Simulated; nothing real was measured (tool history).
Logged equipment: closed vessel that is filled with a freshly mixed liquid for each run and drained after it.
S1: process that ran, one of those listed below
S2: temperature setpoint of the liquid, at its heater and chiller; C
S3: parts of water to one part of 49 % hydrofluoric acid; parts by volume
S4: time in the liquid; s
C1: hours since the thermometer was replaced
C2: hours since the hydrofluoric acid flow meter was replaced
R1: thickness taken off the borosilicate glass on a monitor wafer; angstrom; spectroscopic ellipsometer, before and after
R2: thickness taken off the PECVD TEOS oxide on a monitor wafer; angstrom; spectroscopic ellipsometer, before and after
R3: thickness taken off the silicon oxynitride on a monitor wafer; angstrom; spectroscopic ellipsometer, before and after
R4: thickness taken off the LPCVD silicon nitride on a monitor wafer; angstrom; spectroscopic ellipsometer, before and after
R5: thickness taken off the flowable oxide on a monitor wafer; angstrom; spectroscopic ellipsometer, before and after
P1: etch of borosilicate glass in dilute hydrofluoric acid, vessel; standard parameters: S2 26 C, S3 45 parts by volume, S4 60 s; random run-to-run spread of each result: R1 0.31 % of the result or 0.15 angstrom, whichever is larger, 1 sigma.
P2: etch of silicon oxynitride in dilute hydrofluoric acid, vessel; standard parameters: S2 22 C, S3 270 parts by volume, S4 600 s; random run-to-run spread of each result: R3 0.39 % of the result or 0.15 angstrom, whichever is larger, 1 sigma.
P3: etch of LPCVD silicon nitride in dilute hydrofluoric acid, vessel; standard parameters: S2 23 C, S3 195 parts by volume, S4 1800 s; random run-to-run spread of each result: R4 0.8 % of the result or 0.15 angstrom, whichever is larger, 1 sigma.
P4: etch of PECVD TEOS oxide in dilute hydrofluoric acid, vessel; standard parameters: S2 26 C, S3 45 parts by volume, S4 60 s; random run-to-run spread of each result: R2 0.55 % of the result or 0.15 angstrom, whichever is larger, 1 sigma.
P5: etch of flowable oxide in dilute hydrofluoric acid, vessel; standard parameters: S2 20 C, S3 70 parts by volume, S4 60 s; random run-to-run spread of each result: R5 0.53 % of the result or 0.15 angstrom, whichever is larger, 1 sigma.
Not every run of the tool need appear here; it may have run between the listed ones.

Run 1, day 0.279: S1 P1, S2 26 C, S3 45 parts by volume, S4 60 s; C1 428.3; C2 189.3. Result: R1 881.23 angstrom.
Run 2, day 0.542: S1 P4, S2 26 C, S3 45 parts by volume, S4 60 s; C1 434.6; C2 195.6. Result: R2 301.4 angstrom.
Run 3, day 1.058: S1 P2, S2 22 C, S3 270 parts by volume, S4 600 s; C1 447; C2 208. Result: R3 73.223 angstrom.
Run 4, day 1.55: S1 P1, S2 26 C, S3 45 parts by volume, S4 60 s; C1 458.8; C2 219.8. Result: R1 880.07 angstrom.
Run 5, day 2.096: S1 P1, S2 26 C, S3 45 parts by volume, S4 60 s; C1 471.9; C2 232.9. Result: R1 879.46 angstrom.
Run 6, day 2.379: S1 P1, S2 26 C, S3 25 parts by volume, S4 60 s; C1 478.7; C2 239.7. Result: R1 1631 angstrom.
Run 7, day 2.796: S1 P1, S2 32 C, S3 45 parts by volume, S4 30 s; C1 488.7; C2 249.7. Result: R1 558.71 angstrom.
Run 8, day 3.342: S1 P4, S2 26 C, S3 45 parts by volume, S4 60 s; C1 501.8; C2 262.8. Result: R2 300.77 angstrom.
Run 9, day 3.629: S1 P4, S2 30.5 C, S3 45 parts by volume, S4 60 s; C1 508.7; C2 269.7. Result: R2 362.97 angstrom.
Run 10, day 3.971: S1 P1, S2 33 C, S3 45 parts by volume, S4 60 s; C1 516.9; C2 277.9. Result: R1 1152.8 angstrom.
Run 11, day 4.488: S1 P1, S2 26 C, S3 45 parts by volume, S4 85 s; C1 529.3; C2 290.3. Result: R1 1244 angstrom.
Run 12, day 4.75: S1 P3, S2 23 C, S3 195 parts by volume, S4 3515 s; C1 535.6; C2 296.6. Result: R4 64.435 angstrom.
Run 13, day 5.217: S1 P2, S2 22 C, S3 490 parts by volume, S4 600 s; C1 546.8; C2 307.8. Result: R3 35.186 angstrom.
Run 14, day 5.521: S1 P3, S2 23 C, S3 60 parts by volume, S4 1800 s; C1 554.1; C2 315.1. Result: R4 104.07 angstrom.
Run 15, day 6.033: S1 P5, S2 20 C, S3 70 parts by volume, S4 60 s; C1 566.4; C2 327.4. Result: R5 476.37 angstrom.
Run 16, day 6.55: S1 P5, S2 20 C, S3 70 parts by volume, S4 95 s; C1 578.8; C2 339.8. Result: R5 747.66 angstrom.
Run 17, day 7.008: S1 P5, S2 20 C, S3 40 parts by volume, S4 60 s; C1 589.8; C2 350.8. Result: R5 862.88 angstrom.
Run 18, day 7.512: S1 P1, S2 26 C, S3 65 parts by volume, S4 60 s; C1 601.9; C2 362.9. Result: R1 593.02 angstrom.
At day 7.625: hydrofluoric acid flow meter replaced.
Run 19, day 8.038: S1 P4, S2 26 C, S3 20 parts by volume, S4 60 s; C1 614.5; C2 10. Result: R2 699.32 angstrom.
Run 20, day 8.383: S1 P1, S2 26 C, S3 45 parts by volume, S4 30 s; C1 622.8; C2 18.3. Result: R1 437.25 angstrom.
Run 21, day 8.642: S1 P5, S2 20 C, S3 70 parts by volume, S4 60 s; C1 629; C2 24.5. Result: R5 473.72 angstrom.
Run 22, day 9.108: S1 P3, S2 23 C, S3 195 parts by volume, S4 1800 s; C1 640.2; C2 35.7. Result: R4 33.06 angstrom.
Run 23, day 9.354: S1 P1, S2 19 C, S3 45 parts by volume, S4 60 s; C1 646.1; C2 41.6. Result: R1 650.88 angstrom.
Run 24, day 9.858: S1 P1, S2 26 C, S3 45 parts by volume, S4 60 s; C1 658.2; C2 53.7. Result: R1 879.57 angstrom.
Run 25, day 10.212: S1 P1, S2 26 C, S3 45 parts by volume, S4 60 s; C1 666.7; C2 62.2. Result: R1 879.97 angstrom.
Run 26, day 10.471: S1 P3, S2 23 C, S3 195 parts by volume, S4 1800 s; C1 672.9; C2 68.4. Result: R4 33.194 angstrom.
Run 27, day 10.833: S1 P2, S2 28.5 C, S3 270 parts by volume, S4 600 s; C1 681.6; C2 77.1. Result: R3 95.838 angstrom.
At day 10.921: thermometer replaced.
Run 28, day 11.233: S1 P1, S2 26 C, S3 45 parts by volume, S4 60 s; C1 7.6; C2 86.7. Result: R1 877.4 angstrom.
Run 29, day 11.496: S1 P3, S2 17 C, S3 195 parts by volume, S4 1800 s; C1 13.9; C2 93. Result: R4 22.249 angstrom.
Run 30, day 12.054: S1 P2, S2 22 C, S3 270 parts by volume, S4 600 s; C1 27.3; C2 106.4. Result: R3 73.642 angstrom.
Run 31, day 12.479: S1 P2, S2 22 C, S3 270 parts by volume, S4 55 s; C1 37.5; C2 116.6. Result: R3 6.711 angstrom.
Run 32, day 12.996: S1 P5, S2 17 C, S3 70 parts by volume, S4 60 s; C1 49.9; C2 129. Result: R5 415.4 angstrom.
Run 33, day 13.383: S1 P4, S2 26 C, S3 45 parts by volume, S4 30 s; C1 59.2; C2 138.3. Result: R2 150.97 angstrom.
Run 34, day 13.771: S1 P1, S2 26 C, S3 45 parts by volume, S4 60 s; C1 68.5; C2 147.6. Result: R1 877.03 angstrom.
Run 35, day 14.242: S1 P1, S2 26 C, S3 45 parts by volume, S4 60 s; C1 79.8; C2 158.9. Result: R1 844.05 angstrom.
Run 36, day 14.525: S1 P1, S2 26 C, S3 45 parts by volume, S4 60 s; C1 86.6; C2 165.7. Result: R1 823.93 angstrom.
Run 37, day 14.9: S1 P1, S2 26 C, S3 45 parts by volume, S4 60 s; C1 95.6; C2 174.7. Result: R1 815.68 angstrom.
Run 38, day 15.304: S1 P1, S2 26 C, S3 45 parts by volume, S4 60 s; C1 105.3; C2 184.4. Result: R1 804.59 angstrom.
Run 39, day 15.604: S1 P1, S2 26 C, S3 45 parts by volume, S4 60 s; C1 112.5; C2 191.6. Result: R1 805.25 angstrom.
Run 40, day 15.871: S1 P1, S2 26 C, S3 45 parts by volume, S4 60 s; C1 118.9; C2 198. Result: R1 806.14 angstrom.
Run 41, day 16.121: S1 P1, S2 26 C, S3 45 parts by volume, S4 60 s; C1 124.9; C2 204. Result: R1 797.39 angstrom.
Run 42, day 16.392: S1 P1, S2 26 C, S3 45 parts by volume, S4 60 s; C1 131.4; C2 210.5. Result: R1 796.73 angstrom.
Run 43, day 16.679: S1 P1, S2 26 C, S3 45 parts by volume, S4 60 s; C1 138.3; C2 217.4. Result: R1 798.53 angstrom.

Something has made what P1 gives creep away from where it was; the 2 causes below, each at its own stated size, fit the log equally well:
A: hydrofluoric acid flow below the setpoint (%) = 8.3
B: liquid colder than its thermometer reads (K) = 2.25
The creep began at about day 13.771.

Question marks stand in for the results of the 4 check runs listed below, each run on one wafer. Under which run would the listed causes show clearly different results?
Run check 1, day 16.967: S1 P5, S2 17 C, S3 40 parts by volume, S4 60 s. Result: R5 ?.
Run check 2, day 16.967: S1 P3, S2 23 C, S3 80 parts by volume, S4 2465 s. Result: R4 ?.
Run check 3, day 16.967: S1 P2, S2 22 C, S3 420 parts by volume, S4 345 s. Result: R3 ?.
Run check 4, day 16.967: S1 P4, S2 26 C, S3 25 parts by volume, S4 30 s. Result: R2 ?.

How each check would come out, cause by cause:
  check  result    if A    if B
check 1      R5   688.9  682.97
check 2      R4  99.317  92.884
check 3      R3  22.077  22.405
check 4      R2  255.51  254.44
Per-check spread between the two closest causes, in the result where they differ most: check 1 0.86 %; check 2 6.7 %; check 3 1.47 %; check 4 0.42 %
Check 2 is the one run that separates the causes; every other check would come out nearly the same whichever cause is at work.

The results of check 2 are: R4 99.132 angstrom. Based on these, which of the listed causes is it?

The correct cause is A, namely: hydrofluoric acid flow below the setpoint (%).
